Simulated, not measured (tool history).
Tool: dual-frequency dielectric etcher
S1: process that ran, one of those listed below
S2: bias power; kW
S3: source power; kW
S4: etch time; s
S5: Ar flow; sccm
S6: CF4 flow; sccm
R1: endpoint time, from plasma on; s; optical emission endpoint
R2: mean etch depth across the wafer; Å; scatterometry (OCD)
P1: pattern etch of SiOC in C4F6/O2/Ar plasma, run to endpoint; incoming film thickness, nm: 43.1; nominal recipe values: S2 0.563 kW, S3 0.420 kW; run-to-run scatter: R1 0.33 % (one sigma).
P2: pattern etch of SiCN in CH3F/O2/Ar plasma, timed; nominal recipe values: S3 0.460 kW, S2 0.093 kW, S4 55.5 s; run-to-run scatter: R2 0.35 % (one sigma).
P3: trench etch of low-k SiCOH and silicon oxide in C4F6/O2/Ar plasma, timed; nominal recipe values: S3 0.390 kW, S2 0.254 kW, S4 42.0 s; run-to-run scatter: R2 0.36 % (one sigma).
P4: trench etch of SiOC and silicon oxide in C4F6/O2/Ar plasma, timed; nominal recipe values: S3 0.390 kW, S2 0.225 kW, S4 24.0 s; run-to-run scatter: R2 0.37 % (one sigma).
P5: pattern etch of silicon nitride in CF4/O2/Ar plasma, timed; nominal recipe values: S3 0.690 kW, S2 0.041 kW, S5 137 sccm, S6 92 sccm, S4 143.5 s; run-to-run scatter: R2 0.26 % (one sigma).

run   hour  S1     S2     S3     S4   S5   S6      R1       R2
  1    7.5  P1  0.563  0.420                   13.710
  2   14.9  P2  0.112  0.460   55.5                     254.77
  3   20.9  P4  0.225  0.390   24.0                     517.15
  4   25.3  P5  0.041  0.690   96.5  137   92          2175.40
  5   32.3  P2  0.093  0.460   55.5                     235.74
  6   38.4  P3  0.202  0.390   42.0                    1372.30
  7   43.5  P1  0.755  0.300                   13.654
  8   47.5  P5  0.041  0.690  143.5  137   92          3224.90
  9   55.5  P2  0.093  0.580   55.5                     259.06
 10   63.8  P1  0.563  0.560                   12.173
 11   67.9  P5  0.041  0.690  143.5  192   92          3047.10
 12   75.1  P4  0.225  0.260   24.0                     440.08
 13   82.5  P1  0.784  0.420                   11.962
 14   86.3  P5  0.041  0.690  143.5  137   92          3230.50
 15   94.6  P1  0.563  0.420                   13.580
 16   99.4  P1  0.712  0.510                   11.633
 17  107.6  P1  0.328  0.420                   16.602
 18  114.9  P1  0.563  0.420                   13.546
 19  119.7  P5  0.025  0.690  143.5  137   92          2721.10
 20  127.1  P5  0.041  0.560  143.5  137   92          2680.00
 21  134.4  P3  0.254  0.500   42.0                    1628.80
 22  141.0  P4  0.225  0.390   32.0                     689.46
 23  145.9  P1  0.712  0.570                   11.063
 24  149.7  P1  0.563  0.340                   14.641
 25  153.5  P3  0.254  0.390   42.0                    1481.70
 26  159.5  P3  0.254  0.390   42.0                    1480.70
 27  165.9  P4  0.308  0.390   24.0                     573.38
 28  170.8  P5  0.041  0.690  143.5  137  123          3371.10
 29  178.7  P1  0.563  0.420                   13.703
 30  185.1  P3  0.254  0.390   32.5                    1148.00
 31  190.4  P2  0.093  0.460   75.5                     323.57
 32  195.1  P1  0.563  0.420                   13.609
 33  199.6  P1  0.563  0.420                   13.627
 34  207.0  P1  0.563  0.420                   13.709
 35  211.3  P1  0.563  0.420                   13.766
 36  216.0  P1  0.563  0.420                   13.718
     221.8  -- wet clean of the chamber
 37  222.9  P1  0.563  0.420                   13.778
 38  227.0  P1  0.563  0.420                   13.811
 39  231.3  P1  0.563  0.420                   13.814
 40  238.0  P1  0.563  0.420                   13.856
 41  241.7  P1  0.563  0.420                   13.774
 42  250.0  P1  0.563  0.420                   13.810

What P1 gives has crept away from where it was. These 2 causes fit the log equally well, each at the size given:
A: source power that arrives under what is set, % = 4.44
B: bias power that arrives under what is set, % = 4.32
The onset of the drift is placed at about hour 195.1.
Every other cause this tool's parts could produce, and why it does not fit the log:
chamber walls in a state that lowers the etch rate, %: work on it at hour 221.8, done after the drift set in, did not restore what the process gave before

The check runs listed below each take one wafer, and their results are still question marks. Under which run would the listed causes lead to clearly different results?
check 1  258.3  P2  0.107  0.460   55.5                ?
check 2  258.3  P4  0.225  0.280   31.5                ?
check 3  258.3  P3  0.254  0.500   42.0                ?
check 4  258.3  P5  0.025  0.690  143.5  171  92       ?

Outcome of each check run for each possible cause:
  check  result     if A     if B
check 1      R2   246.12   246.14
check 2      R2   585.66   587.06
check 3      R2  1602.40  1606.80
check 4      R2  2506.10  2570.30
Per check, the gap between the least separated pair of causes, taken in the result that splits them most: check 1 0.01 %; check 2 0.24 %; check 3 0.27 %; check 4 2.53 %
The other checks would show nearly matching results whichever cause is true, so check 4 is the only one that separates the causes.

With check 4 done, the readings were: R2 2511.90 Å. Identify which of the listed causes applies.

Of the candidate causes, it is A: source power that arrives under what is set, %.

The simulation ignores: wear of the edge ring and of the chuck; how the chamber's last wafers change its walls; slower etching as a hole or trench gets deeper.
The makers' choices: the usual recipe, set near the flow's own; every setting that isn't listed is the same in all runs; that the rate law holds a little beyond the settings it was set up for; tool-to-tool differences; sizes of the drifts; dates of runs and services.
